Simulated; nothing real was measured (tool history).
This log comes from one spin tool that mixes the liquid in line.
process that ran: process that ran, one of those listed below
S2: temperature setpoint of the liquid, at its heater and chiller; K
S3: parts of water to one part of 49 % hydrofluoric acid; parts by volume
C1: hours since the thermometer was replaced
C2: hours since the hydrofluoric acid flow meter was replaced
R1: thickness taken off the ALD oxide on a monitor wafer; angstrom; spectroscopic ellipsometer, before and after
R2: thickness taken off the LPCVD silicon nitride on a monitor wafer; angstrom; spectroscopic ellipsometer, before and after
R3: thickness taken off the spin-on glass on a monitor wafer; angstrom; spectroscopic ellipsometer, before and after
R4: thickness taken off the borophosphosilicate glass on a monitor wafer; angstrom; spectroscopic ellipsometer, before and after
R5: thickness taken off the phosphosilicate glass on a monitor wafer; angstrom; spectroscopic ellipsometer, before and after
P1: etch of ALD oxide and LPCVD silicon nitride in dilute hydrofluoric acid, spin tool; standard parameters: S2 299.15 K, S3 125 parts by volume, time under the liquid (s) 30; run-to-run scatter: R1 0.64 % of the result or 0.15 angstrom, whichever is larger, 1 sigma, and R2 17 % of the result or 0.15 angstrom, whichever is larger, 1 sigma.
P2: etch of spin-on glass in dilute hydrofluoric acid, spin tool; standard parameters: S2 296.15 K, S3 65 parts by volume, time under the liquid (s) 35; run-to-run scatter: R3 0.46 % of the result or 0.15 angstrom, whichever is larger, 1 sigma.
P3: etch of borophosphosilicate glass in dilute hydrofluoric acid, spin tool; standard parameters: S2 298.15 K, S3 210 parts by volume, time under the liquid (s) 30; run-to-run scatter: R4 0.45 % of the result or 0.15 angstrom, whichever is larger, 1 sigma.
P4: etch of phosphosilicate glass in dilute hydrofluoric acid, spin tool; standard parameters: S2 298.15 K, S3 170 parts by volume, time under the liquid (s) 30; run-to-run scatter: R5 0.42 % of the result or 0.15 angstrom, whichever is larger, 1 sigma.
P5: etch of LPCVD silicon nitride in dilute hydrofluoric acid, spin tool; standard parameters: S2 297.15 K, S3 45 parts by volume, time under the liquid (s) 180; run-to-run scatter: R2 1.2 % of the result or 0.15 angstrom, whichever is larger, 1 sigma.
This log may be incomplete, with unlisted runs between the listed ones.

run 1 hour=9.5 | process_that_ran=P1 S2=299.15 S3=125 time_under_the_liquid_(s)=30 | C1=335.7 C2=196.1 | R1=46.399 R2=1.9443
run 2 hour=17.4 | process_that_ran=P2 S2=304.15 S3=65 time_under_the_liquid_(s)=35 | C1=343.6 C2=204 | R3=299.39
run 3 hour=23.6 | process_that_ran=P5 S2=297.15 S3=45 time_under_the_liquid_(s)=180 | C1=349.8 C2=210.2 | R2=20.67
run 4 hour=28.8 | process_that_ran=P2 S2=296.15 S3=65 time_under_the_liquid_(s)=35 | C1=355 C2=215.4 | R3=218.83
run 5 hour=37.4 | process_that_ran=P2 S2=296.15 S3=40 time_under_the_liquid_(s)=35 | C1=363.6 C2=224 | R3=364.99
run 6 hour=46.5 | process_that_ran=P3 S2=298.15 S3=210 time_under_the_liquid_(s)=15 | C1=372.7 C2=233.1 | R4=26.061
run 7 hour=50.8 | process_that_ran=P4 S2=298.15 S3=270 time_under_the_liquid_(s)=30 | C1=377 C2=237.4 | R5=119.59
run 8 hour=60.4 | process_that_ran=P3 S2=291.65 S3=210 time_under_the_liquid_(s)=30 | C1=386.6 C2=247 | R4=40.434
run 9 hour=65.4 | process_that_ran=P5 S2=297.15 S3=75 time_under_the_liquid_(s)=180 | C1=391.6 C2=252 | R2=12.837
run 10 hour=71.5 | process_that_ran=P4 S2=298.15 S3=170 time_under_the_liquid_(s)=30 | C1=397.7 C2=258.1 | R5=211.52
run 11 hour=77.9 | process_that_ran=P1 S2=299.15 S3=65 time_under_the_liquid_(s)=30 | C1=404.1 C2=264.5 | R1=97.457 R2=2.6622
run 12 hour=83.2 | process_that_ran=P1 S2=299.15 S3=210 time_under_the_liquid_(s)=30 | C1=409.4 C2=269.8 | R1=25.545 R2=1.1302
run 13 hour=87.4 | process_that_ran=P1 S2=299.15 S3=125 time_under_the_liquid_(s)=15 | C1=413.6 C2=274 | R1=23.448 R2=0.79536
run 14 hour=95.5 | process_that_ran=P1 S2=299.15 S3=125 time_under_the_liquid_(s)=30 | C1=421.7 C2=282.1 | R1=46.142 R2=0.89618
run 15 hour=103 | process_that_ran=P1 S2=291.65 S3=125 time_under_the_liquid_(s)=60 | C1=429.2 C2=289.6 | R1=68.573 R2=1.4291
run 16 hour=109.9 | process_that_ran=P4 S2=290.15 S3=170 time_under_the_liquid_(s)=30 | C1=436.1 C2=296.5 | R5=155.8
run 17 hour=115.3 | process_that_ran=P5 S2=305.15 S3=45 time_under_the_liquid_(s)=180 | C1=441.5 C2=301.9 | R2=36.917
run 18 hour=120.9 | process_that_ran=P3 S2=298.15 S3=60 time_under_the_liquid_(s)=30 | C1=447.1 C2=307.5 | R4=215.86
run 19 hour=125.8 | process_that_ran=P4 S2=298.15 S3=170 time_under_the_liquid_(s)=15 | C1=452 C2=312.4 | R5=105.67
run 20 hour=135 | process_that_ran=P1 S2=299.15 S3=125 time_under_the_liquid_(s)=55 | C1=461.2 C2=321.6 | R1=85.087 R2=2.5564
run 21 hour=142.3 | process_that_ran=P5 S2=297.15 S3=45 time_under_the_liquid_(s)=265 | C1=468.5 C2=328.9 | R2=31.874
run 22 hour=150.8 | process_that_ran=P1 S2=299.15 S3=70 time_under_the_liquid_(s)=15 | C1=477 C2=337.4 | R1=45.304 R2=1.0404
run 23 hour=157.4 | process_that_ran=P5 S2=297.15 S3=45 time_under_the_liquid_(s)=180 | C1=483.6 C2=344 | R2=20.933
run 24 hour=164.4 | process_that_ran=P3 S2=298.15 S3=210 time_under_the_liquid_(s)=30 | C1=490.6 C2=351 | R4=51.502
run 25 hour=172.4 | process_that_ran=P1 S2=299.15 S3=125 time_under_the_liquid_(s)=30 | C1=498.6 C2=359 | R1=46.845 R2=1.7324
run 26 hour=178.2 | process_that_ran=P1 S2=305.15 S3=125 time_under_the_liquid_(s)=30 | C1=504.4 C2=364.8 | R1=58.336 R2=2.5138

Run 27 has not been measured yet. What should we expect?
run 27 hour=185.8 | process_that_ran=P4 S2=298.15 S3=170 time_under_the_liquid_(s)=30 | C1=512 C2=372.4 | R5=?

{"run 27": {"R5": 211.14}}

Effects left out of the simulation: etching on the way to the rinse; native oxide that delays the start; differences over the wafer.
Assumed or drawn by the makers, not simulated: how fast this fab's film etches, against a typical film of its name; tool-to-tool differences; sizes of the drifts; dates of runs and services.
